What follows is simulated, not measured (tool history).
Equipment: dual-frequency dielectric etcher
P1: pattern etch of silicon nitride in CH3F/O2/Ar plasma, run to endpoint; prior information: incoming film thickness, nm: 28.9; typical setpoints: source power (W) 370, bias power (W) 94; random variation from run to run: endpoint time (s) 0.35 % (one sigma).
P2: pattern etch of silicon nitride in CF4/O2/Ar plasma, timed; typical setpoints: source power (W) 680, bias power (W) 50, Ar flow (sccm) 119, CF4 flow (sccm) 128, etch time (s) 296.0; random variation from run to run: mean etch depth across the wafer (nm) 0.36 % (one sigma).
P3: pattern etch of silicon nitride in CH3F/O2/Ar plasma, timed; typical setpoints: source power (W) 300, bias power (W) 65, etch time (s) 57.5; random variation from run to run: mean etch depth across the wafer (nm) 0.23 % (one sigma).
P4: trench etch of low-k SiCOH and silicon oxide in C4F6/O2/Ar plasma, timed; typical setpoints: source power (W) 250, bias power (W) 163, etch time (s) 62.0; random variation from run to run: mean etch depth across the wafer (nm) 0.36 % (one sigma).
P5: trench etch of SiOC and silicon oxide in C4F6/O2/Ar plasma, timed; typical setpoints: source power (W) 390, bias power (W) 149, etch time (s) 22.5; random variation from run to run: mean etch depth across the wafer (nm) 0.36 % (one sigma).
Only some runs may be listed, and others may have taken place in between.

| run | hour | process that ran | source power (W) | bias power (W) | Ar flow (sccm) | CF4 flow (sccm) | etch time (s) | endpoint time (s) | mean etch depth across the wafer (nm) |
|---|---|---|---|---|---|---|---|---|---|
| 1 | 12.8 | P1 | 370 | 94 |  |  |  | 39.530 |  |
| 2 | 25.7 | P2 | 680 | 50 | 119 | 100 | 296.0 |  | 721.350 |
| 3 | 38.9 | P1 | 370 | 94 |  |  |  | 39.170 |  |
| 4 | 50.2 | P4 | 250 | 163 |  |  | 62.0 |  | 164.700 |
| 5 | 57.5 | P3 | 300 | 65 |  |  | 81.0 |  | 50.392 |
| 6 | 65.3 | P5 | 500 | 149 |  |  | 22.5 |  | 44.907 |
| 7 | 79.5 | P1 | 370 | 94 |  |  |  | 39.332 |  |
| 8 | 89.1 | P2 | 820 | 50 | 119 | 128 | 296.0 |  | 874.330 |
| 9 | 102.6 | P4 | 250 | 163 |  |  | 62.0 |  | 165.400 |
| 10 | 113.7 | P5 | 390 | 149 |  |  | 22.5 |  | 40.882 |
| 11 | 122.0 | P1 | 370 | 94 |  |  |  | 39.451 |  |
| 12 | 134.3 | P3 | 230 | 65 |  |  | 57.5 |  | 32.195 |
| 13 | 142.9 | P1 | 460 | 94 |  |  |  | 36.057 |  |
| 14 | 156.6 | P4 | 250 | 163 |  |  | 46.5 |  | 123.570 |
| 15 | 171.6 | P1 | 370 | 132 |  |  |  | 34.584 |  |
| 16 | 183.1 | P4 | 250 | 113 |  |  | 62.0 |  | 146.920 |
| 17 | 197.9 | P1 | 370 | 94 |  |  |  | 39.229 |  |
| 18 | 213.5 | P1 | 270 | 123 |  |  |  | 39.912 |  |
| 19 | 229.3 | P4 | 150 | 163 |  |  | 62.0 |  | 135.110 |
| 20 | 236.6 | P2 | 680 | 64 | 119 | 128 | 296.0 |  | 813.460 |
| 21 | 252.5 | P3 | 300 | 65 |  |  | 57.5 |  | 35.829 |
| 22 | 263.3 | P1 | 370 | 62 |  |  |  | 45.155 |  |
| 23 | 270.5 | P3 | 300 | 65 |  |  | 57.5 |  | 35.766 |
| 24 | 286.6 | P5 | 390 | 149 |  |  | 30.5 |  | 55.097 |
| 25 | 301.0 | P5 | 390 | 107 |  |  | 22.5 |  | 36.969 |
| 26 | 310.9 | P2 | 680 | 50 | 144 | 128 | 296.0 |  | 720.960 |
| 27 | 326.0 | P1 | 300 | 94 |  |  |  | 42.432 |  |
| 28 | 339.6 | P2 | 680 | 50 | 119 | 128 | 365.5 |  | 920.410 |
| 29 | 353.3 | P3 | 300 | 38 |  |  | 57.5 |  | 30.152 |
| 30 | 367.7 | P1 | 370 | 94 |  |  |  | 39.570 |  |
| 31 | 375.1 | P2 | 680 | 50 | 119 | 128 | 296.0 |  | 741.790 |
| 32 | 390.7 | P2 | 680 | 50 | 119 | 128 | 296.0 |  | 745.610 |
| 33 | 406.3 | P1 | 370 | 94 |  |  |  | 39.601 |  |
| 34 | 417.1 | P1 | 370 | 94 |  |  |  | 39.511 |  |
| 35 | 431.7 | P1 | 370 | 94 |  |  |  | 39.975 |  |

Predict the results of run 36:
| 36 | 439.2 | P1 | 370 | 94 |  |  |  | ? |  |

{"run 36": {"endpoint time (s)": 39.976}}

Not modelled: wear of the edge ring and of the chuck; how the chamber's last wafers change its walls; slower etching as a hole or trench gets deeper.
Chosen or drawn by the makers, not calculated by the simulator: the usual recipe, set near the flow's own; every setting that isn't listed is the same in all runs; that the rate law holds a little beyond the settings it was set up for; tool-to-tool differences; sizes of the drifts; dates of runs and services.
